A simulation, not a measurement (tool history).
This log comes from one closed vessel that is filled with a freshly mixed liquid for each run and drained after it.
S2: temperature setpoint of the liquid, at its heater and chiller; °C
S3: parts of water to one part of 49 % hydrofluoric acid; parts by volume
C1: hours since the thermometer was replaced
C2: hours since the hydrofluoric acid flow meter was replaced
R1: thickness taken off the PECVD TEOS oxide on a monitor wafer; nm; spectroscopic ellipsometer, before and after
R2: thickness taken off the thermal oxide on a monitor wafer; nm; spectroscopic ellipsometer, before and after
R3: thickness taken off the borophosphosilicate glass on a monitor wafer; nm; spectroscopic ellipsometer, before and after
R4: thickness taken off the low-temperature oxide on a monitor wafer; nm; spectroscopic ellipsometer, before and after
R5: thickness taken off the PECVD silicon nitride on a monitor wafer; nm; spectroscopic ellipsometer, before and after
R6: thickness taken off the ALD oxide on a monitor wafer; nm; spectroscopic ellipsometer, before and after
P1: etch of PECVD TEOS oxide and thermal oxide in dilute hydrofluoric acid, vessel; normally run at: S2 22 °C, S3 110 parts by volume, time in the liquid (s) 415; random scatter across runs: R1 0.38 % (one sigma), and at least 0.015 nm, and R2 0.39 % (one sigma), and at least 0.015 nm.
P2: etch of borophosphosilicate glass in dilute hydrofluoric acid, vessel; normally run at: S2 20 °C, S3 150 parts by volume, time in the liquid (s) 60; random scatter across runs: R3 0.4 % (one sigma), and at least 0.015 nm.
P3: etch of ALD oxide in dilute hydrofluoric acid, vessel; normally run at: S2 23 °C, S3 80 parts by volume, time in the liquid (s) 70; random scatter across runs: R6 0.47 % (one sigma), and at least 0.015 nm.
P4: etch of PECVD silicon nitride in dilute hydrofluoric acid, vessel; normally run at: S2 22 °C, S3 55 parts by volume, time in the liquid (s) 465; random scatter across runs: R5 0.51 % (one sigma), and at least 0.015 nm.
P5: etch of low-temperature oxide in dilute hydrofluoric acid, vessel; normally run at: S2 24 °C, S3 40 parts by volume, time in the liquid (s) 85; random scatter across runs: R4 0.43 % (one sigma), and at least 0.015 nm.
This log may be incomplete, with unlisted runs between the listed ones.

{"run": 1, "hour": 10.4, "process that ran": "P1", "S2": 22, "S3": 110, "time in the liquid (s)": 415, "C1": 718.9, "C2": 446.5, "R1": 29.84, "R2": 17.054}
{"run": 2, "hour": 21.8, "process that ran": "P1", "S2": 17, "S3": 110, "time in the liquid (s)": 100, "C1": 730.3, "C2": 457.9, "R1": 5.8689, "R2": 3.3133}
{"run": 3, "hour": 30.1, "process that ran": "P2", "S2": 20, "S3": 150, "time in the liquid (s)": 60, "C1": 738.6, "C2": 466.2, "R3": 24.265}
{"run": 4, "hour": 41.6, "process that ran": "P5", "S2": 24, "S3": 70, "time in the liquid (s)": 85, "C1": 750.1, "C2": 477.7, "R4": 19.189}
{"run": 5, "hour": 46.8, "process that ran": "P5", "S2": 24, "S3": 40, "time in the liquid (s)": 85, "C1": 755.3, "C2": 482.9, "R4": 35.204}
{"run": 6, "hour": 53.2, "process that ran": "P2", "S2": 28.5, "S3": 150, "time in the liquid (s)": 60, "C1": 761.7, "C2": 489.3, "R3": 33.855}
{"hour": 59.6, "done": "thermometer replaced"}
{"run": 7, "hour": 60.4, "process that ran": "P4", "S2": 22, "S3": 20, "time in the liquid (s)": 465, "C1": 0.8, "C2": 496.5, "R5": 111.56}
{"run": 8, "hour": 65.9, "process that ran": "P2", "S2": 20, "S3": 150, "time in the liquid (s)": 60, "C1": 6.3, "C2": 502, "R3": 24.243}
{"run": 9, "hour": 76.3, "process that ran": "P3", "S2": 23, "S3": 80, "time in the liquid (s)": 30, "C1": 16.7, "C2": 512.4, "R6": 11.023}
{"run": 10, "hour": 85.5, "process that ran": "P3", "S2": 31, "S3": 80, "time in the liquid (s)": 70, "C1": 25.9, "C2": 521.6, "R6": 35.108}
{"run": 11, "hour": 94.2, "process that ran": "P1", "S2": 28, "S3": 110, "time in the liquid (s)": 415, "C1": 34.6, "C2": 530.3, "R1": 37.568, "R2": 21.329}
{"run": 12, "hour": 103.2, "process that ran": "P2", "S2": 20, "S3": 150, "time in the liquid (s)": 30, "C1": 43.6, "C2": 539.3, "R3": 12.197}
{"run": 13, "hour": 108.5, "process that ran": "P4", "S2": 22, "S3": 55, "time in the liquid (s)": 465, "C1": 48.9, "C2": 544.6, "R5": 41.807}
{"run": 14, "hour": 119.5, "process that ran": "P1", "S2": 17.5, "S3": 110, "time in the liquid (s)": 415, "C1": 59.9, "C2": 555.6, "R1": 24.833, "R2": 14.052}
{"run": 15, "hour": 130.3, "process that ran": "P1", "S2": 22, "S3": 110, "time in the liquid (s)": 415, "C1": 70.7, "C2": 566.4, "R1": 29.926, "R2": 17.026}
{"run": 16, "hour": 136.0, "process that ran": "P1", "S2": 22, "S3": 110, "time in the liquid (s)": 120, "C1": 76.4, "C2": 572.1, "R1": 8.6246, "R2": 4.9313}
{"run": 17, "hour": 142.6, "process that ran": "P1", "S2": 22, "S3": 110, "time in the liquid (s)": 615, "C1": 83, "C2": 578.7, "R1": 44.327, "R2": 25.369}
{"run": 18, "hour": 150.2, "process that ran": "P1", "S2": 22, "S3": 110, "time in the liquid (s)": 415, "C1": 90.6, "C2": 586.3, "R1": 29.777, "R2": 17.09}
{"run": 19, "hour": 156.9, "process that ran": "P5", "S2": 24, "S3": 40, "time in the liquid (s)": 160, "C1": 97.3, "C2": 593, "R4": 65.685}
{"run": 20, "hour": 162.8, "process that ran": "P4", "S2": 22, "S3": 55, "time in the liquid (s)": 100, "C1": 103.2, "C2": 598.9, "R5": 9.0033}
{"run": 21, "hour": 170.2, "process that ran": "P5", "S2": 24, "S3": 40, "time in the liquid (s)": 85, "C1": 110.6, "C2": 606.3, "R4": 34.921}
{"run": 22, "hour": 176.7, "process that ran": "P1", "S2": 22, "S3": 150, "time in the liquid (s)": 415, "C1": 117.1, "C2": 612.8, "R1": 20.84, "R2": 11.95}
{"run": 23, "hour": 187.3, "process that ran": "P1", "S2": 22, "S3": 110, "time in the liquid (s)": 415, "C1": 127.7, "C2": 623.4, "R1": 29.73, "R2": 17.034}
{"run": 24, "hour": 192.3, "process that ran": "P5", "S2": 18, "S3": 40, "time in the liquid (s)": 85, "C1": 132.7, "C2": 628.4, "R4": 27.377}
{"run": 25, "hour": 197.5, "process that ran": "P1", "S2": 22, "S3": 55, "time in the liquid (s)": 415, "C1": 137.9, "C2": 633.6, "R1": 63.142, "R2": 36.261}
{"run": 26, "hour": 208.1, "process that ran": "P3", "S2": 23, "S3": 115, "time in the liquid (s)": 70, "C1": 148.5, "C2": 644.2, "R6": 17.087}
{"run": 27, "hour": 215.2, "process that ran": "P4", "S2": 17, "S3": 55, "time in the liquid (s)": 465, "C1": 155.6, "C2": 651.3, "R5": 29.904}
{"run": 28, "hour": 224.6, "process that ran": "P4", "S2": 22, "S3": 55, "time in the liquid (s)": 465, "C1": 165, "C2": 660.7, "R5": 41.786}
{"run": 29, "hour": 235.0, "process that ran": "P3", "S2": 23, "S3": 80, "time in the liquid (s)": 70, "C1": 175.4, "C2": 671.1, "R6": 25.744}
{"run": 30, "hour": 241.5, "process that ran": "P1", "S2": 22, "S3": 110, "time in the liquid (s)": 415, "C1": 181.9, "C2": 677.6, "R1": 29.778, "R2": 17.103}
{"run": 31, "hour": 252.7, "process that ran": "P2", "S2": 20, "S3": 265, "time in the liquid (s)": 60, "C1": 193.1, "C2": 688.8, "R3": 12.203}
{"run": 32, "hour": 258.9, "process that ran": "P1", "S2": 22, "S3": 110, "time in the liquid (s)": 415, "C1": 199.3, "C2": 695, "R1": 30.075, "R2": 16.97}
{"run": 33, "hour": 269.7, "process that ran": "P1", "S2": 22, "S3": 110, "time in the liquid (s)": 415, "C1": 210.1, "C2": 705.8, "R1": 28.972, "R2": 16.536}
{"run": 34, "hour": 278.2, "process that ran": "P1", "S2": 22, "S3": 110, "time in the liquid (s)": 415, "C1": 218.6, "C2": 714.3, "R1": 28.529, "R2": 16.215}
{"run": 35, "hour": 286.9, "process that ran": "P1", "S2": 22, "S3": 110, "time in the liquid (s)": 415, "C1": 227.3, "C2": 723, "R1": 28.18, "R2": 15.918}
{"run": 36, "hour": 295.9, "process that ran": "P1", "S2": 22, "S3": 110, "time in the liquid (s)": 415, "C1": 236.3, "C2": 732, "R1": 27.861, "R2": 15.954}
{"run": 37, "hour": 304.9, "process that ran": "P1", "S2": 22, "S3": 110, "time in the liquid (s)": 415, "C1": 245.3, "C2": 741, "R1": 27.868, "R2": 15.672}
{"run": 38, "hour": 315.9, "process that ran": "P1", "S2": 22, "S3": 110, "time in the liquid (s)": 415, "C1": 256.3, "C2": 752, "R1": 27.438, "R2": 15.784}
{"run": 39, "hour": 325.7, "process that ran": "P1", "S2": 22, "S3": 110, "time in the liquid (s)": 415, "C1": 266.1, "C2": 761.8, "R1": 27.638, "R2": 15.666}
{"run": 40, "hour": 331.7, "process that ran": "P1", "S2": 22, "S3": 110, "time in the liquid (s)": 415, "C1": 272.1, "C2": 767.8, "R1": 27.334, "R2": 15.604}
{"run": 41, "hour": 342.4, "process that ran": "P1", "S2": 22, "S3": 110, "time in the liquid (s)": 415, "C1": 282.8, "C2": 778.5, "R1": 27.392, "R2": 15.562}
{"run": 42, "hour": 353.0, "process that ran": "P1", "S2": 22, "S3": 110, "time in the liquid (s)": 415, "C1": 293.4, "C2": 789.1, "R1": 27.306, "R2": 15.663}

The output of P1 has drifted from where it used to be. Each of the 2 causes below, taken at the size shown beside it, accounts for the log equally well:
A: hydrofluoric acid flow below the setpoint (%) = 7.37
B: liquid colder than its thermometer reads (K) = 2.15
At approximately hour 258.9, the process output began to creep.

Of the 4 check runs listed below, each run on one wafer and each result written as a question mark, which would let you distinguish the listed causes because they would give clearly different results?
{"run": "check 1", "hour": 363.6, "process that ran": "P3", "S2": 23, "S3": 80, "time in the liquid (s)": 70, "R6": "?"}
{"run": "check 2", "hour": 363.6, "process that ran": "P4", "S2": 22, "S3": 55, "time in the liquid (s)": 465, "R5": "?"}
{"run": "check 3", "hour": 363.6, "process that ran": "P5", "S2": 24, "S3": 40, "time in the liquid (s)": 85, "R4": "?"}
{"run": "check 4", "hour": 363.6, "process that ran": "P2", "S2": 20, "S3": 150, "time in the liquid (s)": 60, "R3": "?"}

Predicted outcomes, by check and by cause:
check=check_1 result=R6 if_A=23.621 if_B=23.537
check=check_2 result=R5 if_A=38.91 if_B=36.166
check=check_3 result=R4 if_A=32.443 if_B=32.146
check=check_4 result=R3 if_A=22.164 if_B=22.217
Minimum pairwise separation of causes per check, each pair taken at its best-separating result: check 1 0.36 %; check 2 7.31 %; check 3 0.92 %; check 4 0.24 %
The other checks would show nearly matching results whichever cause is true, so check 2 is the only one that separates the causes.

Here is what check 2 returned: R5 38.646 nm. Which cause is it?

A is the cause: hydrofluoric acid flow below the setpoint (%).
